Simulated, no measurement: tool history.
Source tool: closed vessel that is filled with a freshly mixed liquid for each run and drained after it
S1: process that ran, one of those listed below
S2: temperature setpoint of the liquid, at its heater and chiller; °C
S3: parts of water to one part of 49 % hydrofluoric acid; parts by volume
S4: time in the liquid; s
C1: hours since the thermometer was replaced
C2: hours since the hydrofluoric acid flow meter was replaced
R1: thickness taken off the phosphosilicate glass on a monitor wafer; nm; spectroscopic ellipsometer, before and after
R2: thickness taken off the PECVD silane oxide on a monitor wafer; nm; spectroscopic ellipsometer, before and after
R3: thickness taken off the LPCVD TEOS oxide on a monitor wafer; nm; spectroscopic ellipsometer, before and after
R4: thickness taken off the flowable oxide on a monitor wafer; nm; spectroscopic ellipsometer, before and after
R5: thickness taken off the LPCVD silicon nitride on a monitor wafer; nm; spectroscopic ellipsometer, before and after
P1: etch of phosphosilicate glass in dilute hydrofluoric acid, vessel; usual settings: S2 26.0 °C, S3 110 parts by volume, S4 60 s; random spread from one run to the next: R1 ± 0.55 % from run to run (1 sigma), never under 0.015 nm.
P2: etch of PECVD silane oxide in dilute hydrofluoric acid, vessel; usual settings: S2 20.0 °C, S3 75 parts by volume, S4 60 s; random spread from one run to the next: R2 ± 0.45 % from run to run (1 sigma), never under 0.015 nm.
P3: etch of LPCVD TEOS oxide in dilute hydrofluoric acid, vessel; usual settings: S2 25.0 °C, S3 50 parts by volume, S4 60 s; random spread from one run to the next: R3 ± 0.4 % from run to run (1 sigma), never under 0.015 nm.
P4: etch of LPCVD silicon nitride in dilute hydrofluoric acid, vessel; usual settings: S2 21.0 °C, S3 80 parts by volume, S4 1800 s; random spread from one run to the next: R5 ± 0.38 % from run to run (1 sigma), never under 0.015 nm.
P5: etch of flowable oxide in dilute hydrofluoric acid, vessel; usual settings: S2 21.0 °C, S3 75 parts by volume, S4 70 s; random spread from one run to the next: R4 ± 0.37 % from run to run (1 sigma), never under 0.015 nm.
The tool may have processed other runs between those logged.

{"run": 1, "day": 0.346, "S1": "P1", "S2": 26.0, "S3": 110, "S4": 60, "C1": 616.8, "C2": 1090.4, "R1": 70.835}
{"run": 2, "day": 0.812, "S1": "P2", "S2": 20.0, "S3": 75, "S4": 60, "C1": 628.0, "C2": 1101.6, "R2": 34.281}
{"run": 3, "day": 1.142, "S1": "P3", "S2": 25.0, "S3": 50, "S4": 60, "C1": 635.9, "C2": 1109.5, "R3": 39.304}
{"run": 4, "day": 1.479, "S1": "P3", "S2": 25.0, "S3": 20, "S4": 60, "C1": 644.0, "C2": 1117.6, "R3": 102.31}
{"run": 5, "day": 1.912, "S1": "P1", "S2": 26.0, "S3": 110, "S4": 60, "C1": 654.4, "C2": 1128.0, "R1": 71.06}
{"run": 6, "day": 2.379, "S1": "P1", "S2": 31.5, "S3": 110, "S4": 60, "C1": 665.6, "C2": 1139.2, "R1": 86.614}
{"run": 7, "day": 2.704, "S1": "P1", "S2": 19.5, "S3": 110, "S4": 60, "C1": 673.4, "C2": 1147.0, "R1": 53.753}
{"run": 8, "day": 3.317, "S1": "P5", "S2": 21.0, "S3": 30, "S4": 70, "C1": 688.1, "C2": 1161.7, "R4": 103.41}
{"run": 9, "day": 3.846, "S1": "P1", "S2": 26.0, "S3": 110, "S4": 100, "C1": 700.8, "C2": 1174.4, "R1": 117.97}
{"run": 10, "day": 4.292, "S1": "P5", "S2": 29.0, "S3": 75, "S4": 70, "C1": 711.5, "C2": 1185.1, "R4": 53.593}
{"run": 11, "day": 4.675, "S1": "P2", "S2": 20.0, "S3": 130, "S4": 60, "C1": 720.7, "C2": 1194.3, "R2": 18.704}
{"run": 12, "day": 5.321, "S1": "P3", "S2": 33.0, "S3": 50, "S4": 60, "C1": 736.2, "C2": 1209.8, "R3": 53.598}
{"run": 13, "day": 5.812, "S1": "P2", "S2": 25.5, "S3": 75, "S4": 60, "C1": 748.0, "C2": 1221.6, "R2": 43.164}
{"run": 14, "day": 6.321, "S1": "P1", "S2": 26.0, "S3": 110, "S4": 60, "C1": 760.2, "C2": 1233.8, "R1": 70.699}
{"run": 15, "day": 6.808, "S1": "P1", "S2": 26.0, "S3": 110, "S4": 30, "C1": 771.9, "C2": 1245.5, "R1": 35.107}
{"run": 16, "day": 7.146, "S1": "P3", "S2": 25.0, "S3": 50, "S4": 105, "C1": 780.0, "C2": 1253.6, "R3": 68.856}
{"run": 17, "day": 7.65, "S1": "P4", "S2": 21.0, "S3": 80, "S4": 3215, "C1": 792.1, "C2": 1265.7, "R5": 15.633}
{"run": 18, "day": 8.246, "S1": "P1", "S2": 26.0, "S3": 110, "S4": 60, "C1": 806.4, "C2": 1280.0, "R1": 70.614}
{"run": 19, "day": 8.725, "S1": "P5", "S2": 21.0, "S3": 75, "S4": 70, "C1": 817.9, "C2": 1291.5, "R4": 38.822}
{"run": 20, "day": 9.192, "S1": "P1", "S2": 26.0, "S3": 200, "S4": 60, "C1": 829.1, "C2": 1302.7, "R1": 34.885}
{"run": 21, "day": 9.567, "S1": "P5", "S2": 21.0, "S3": 75, "S4": 100, "C1": 838.1, "C2": 1311.7, "R4": 55.407}
{"run": 22, "day": 9.867, "S1": "P1", "S2": 26.0, "S3": 110, "S4": 60, "C1": 845.3, "C2": 1318.9, "R1": 71.069}
{"run": 23, "day": 10.475, "S1": "P1", "S2": 26.0, "S3": 45, "S4": 60, "C1": 859.9, "C2": 1333.5, "R1": 188.97}
{"run": 24, "day": 10.888, "S1": "P1", "S2": 26.0, "S3": 165, "S4": 35, "C1": 869.8, "C2": 1343.4, "R1": 25.608}
{"run": 25, "day": 11.429, "S1": "P2", "S2": 20.0, "S3": 75, "S4": 60, "C1": 882.8, "C2": 1356.4, "R2": 34.496}
{"run": 26, "day": 12.05, "S1": "P4", "S2": 21.0, "S3": 80, "S4": 1800, "C1": 897.7, "C2": 1371.3, "R5": 8.7493}
{"run": 27, "day": 12.375, "S1": "P4", "S2": 17.0, "S3": 80, "S4": 1800, "C1": 905.5, "C2": 1379.1, "R5": 6.6276}

What will run 28 give?
{"run": 28, "day": 12.754, "S1": "P5", "S2": 21.0, "S3": 75, "S4": 70, "C1": 914.6, "C2": 1388.2, "R4": "?"}

{"run 28": {"R4": 39.006}}
